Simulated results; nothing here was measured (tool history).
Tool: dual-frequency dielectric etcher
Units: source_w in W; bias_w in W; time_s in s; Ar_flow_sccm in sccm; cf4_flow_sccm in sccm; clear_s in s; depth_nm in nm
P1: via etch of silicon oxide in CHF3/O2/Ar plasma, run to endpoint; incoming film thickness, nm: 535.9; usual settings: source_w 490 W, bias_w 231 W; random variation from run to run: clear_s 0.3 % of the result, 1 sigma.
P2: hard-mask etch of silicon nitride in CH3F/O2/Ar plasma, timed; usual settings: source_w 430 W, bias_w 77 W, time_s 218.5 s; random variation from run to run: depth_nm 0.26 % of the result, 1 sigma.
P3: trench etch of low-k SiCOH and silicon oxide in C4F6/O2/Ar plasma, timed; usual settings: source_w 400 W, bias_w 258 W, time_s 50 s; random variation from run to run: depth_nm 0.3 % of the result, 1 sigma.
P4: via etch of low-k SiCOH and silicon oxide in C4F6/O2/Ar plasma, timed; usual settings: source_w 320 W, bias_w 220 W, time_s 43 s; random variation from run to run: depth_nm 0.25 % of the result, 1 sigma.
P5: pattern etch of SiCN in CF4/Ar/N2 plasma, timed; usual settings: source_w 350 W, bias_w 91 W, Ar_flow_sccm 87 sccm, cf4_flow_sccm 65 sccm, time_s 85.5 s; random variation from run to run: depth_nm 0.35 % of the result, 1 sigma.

run	day	process	source_w	bias_w	time_s	Ar_flow_sccm	cf4_flow_sccm	hours since the last wet clean	hours since the last source power generator calibration	hours since the last bias power generator calibration	clear_s	depth_nm
1	0.312	P1	490	231				206.5	2198.1	1752.3	267.55	
2	0.654	P1	310	231				214.7	2206.3	1760.5	317.18	
3	1.029	P2	430	77	218.5			223.7	2215.3	1769.5		160.68
4	1.429	P1	490	231				233.3	2224.9	1779.1	268.12	
5	1.742	P5	350	54	85.5	87	65	240.8	2232.4	1786.6		53.103
6	2.062	P5	350	91	62	87	65	248.5	2240.1	1794.3		45.871
7	2.254	P1	490	231				253.1	2244.7	1798.9	265.04	
8	2.45	P4	320	220	43			257.8	2249.4	1803.6		106.7
9	2.729	P2	340	77	218.5			264.5	2256.1	1810.3		146.15
10	3.021	P1	490	231				271.5	2263.1	1817.3	268.11	
11	3.208	P5	350	91	85.5	87	65	276	2267.6	1821.8		63.907
12	3.446	P1	690	231				281.7	2273.3	1827.5	234.37	
13	3.75	P1	490	292				289	2280.6	1834.8	245.51	
14	3.946	P1	620	179				293.7	2285.3	1839.5	266.15	
15	4.208	P3	400	157	50			300	2291.6	1845.8		157.31
16	4.408	P3	400	258	63.5			304.8	2296.4	1850.6		235.63
17	4.812	P4	390	220	43			314.5	2306.1	1860.3		115.48
18	5.033	P1	490	142				319.8	2311.4	1865.6	314.48	
19	5.288	P4	320	220	63			325.9	2317.5	1871.7		156.48
20	5.546	P4	320	220	43			332.1	2323.7	1877.9		107.01
21	5.904	P2	430	77	143			340.7	2332.3	1886.5		104.63
22	6.146	P1	490	231				346.5	2338.1	1892.3	267.62	
23	6.542	P1	580	173				356	2347.6	1901.8	275.62	
24	6.925	P3	310	258	50			365.2	2356.8	1911		167.65
25	7.154	P2	430	56	218.5			370.7	2362.3	1916.5		144.29
26	7.442	P5	350	91	85.5	51	65	377.6	2369.2	1923.4		68.088
27	7.65	P5	440	91	85.5	87	65	382.6	2374.2	1928.4		78.084
28	8.071	P5	350	91	85.5	87	87	392.7	2384.3	1938.5		66.157
29	8.267	P3	400	258	50			397.4	2389	1943.2		184.87
30	8.542	P4	320	143	43			404	2395.6	1949.8		93.163
31	8.917	P1	490	231				413	2404.6	1958.8	266.69	
32	9.188	P1	490	231				419.5	2411.1	1965.3	264.94	
33	9.421	P1	490	231				425.1	2416.7	1970.9	264.62	
34	9.667	P1	490	231				431	2422.6	1976.8	264.04	
# day 9.679: wet clean of the chamber
35	9.938	P1	490	231				6.3	2429.1	1983.3	263.47	
36	10.342	P1	490	231				16	2438.8	1993	262.76	
37	10.542	P1	490	231				20.8	2443.6	1997.8	261.67	

What P1 gives has crept away from where it was. These 2 causes fit the log equally well, each at the size given:
A: bias power that arrives over what is set, % = 4.43
B: source power that arrives over what is set, % = 4.21
The creep began at about day 8.917.
Why every other cause is out:
chamber walls in a state that raises the etch rate, %: serviced at day 9.679, which brought nothing back

4 check runs are offered, each on 2 wafers whose results are averaged, their results left as question marks. Which one tells the causes apart?
check 1	10.742	P5	430	91	85.5	52	65					?
check 2	10.742	P3	330	258	50							?
check 3	10.742	P4	320	220	60							?
check 4	10.742	P2	430	64	155							?

What each check would give under each cause:
check	result	if A	if B
check 1	depth_nm	82.432	84.234
check 2	depth_nm	175.06	175.18
check 3	depth_nm	151.59	151.78
check 4	depth_nm	108.46	108.6
How far apart the two closest causes lie, in the result that separates them most: check 1 2.16 %; check 2 0.07 %; check 3 0.13 %; check 4 0.13 %
Check 1 tells the causes apart: in the others they would give nearly the same result.

Then check 1 was run and gave: depth_nm 83.86 nm. Which cause is it?

It is B: source power that arrives over what is set, %.
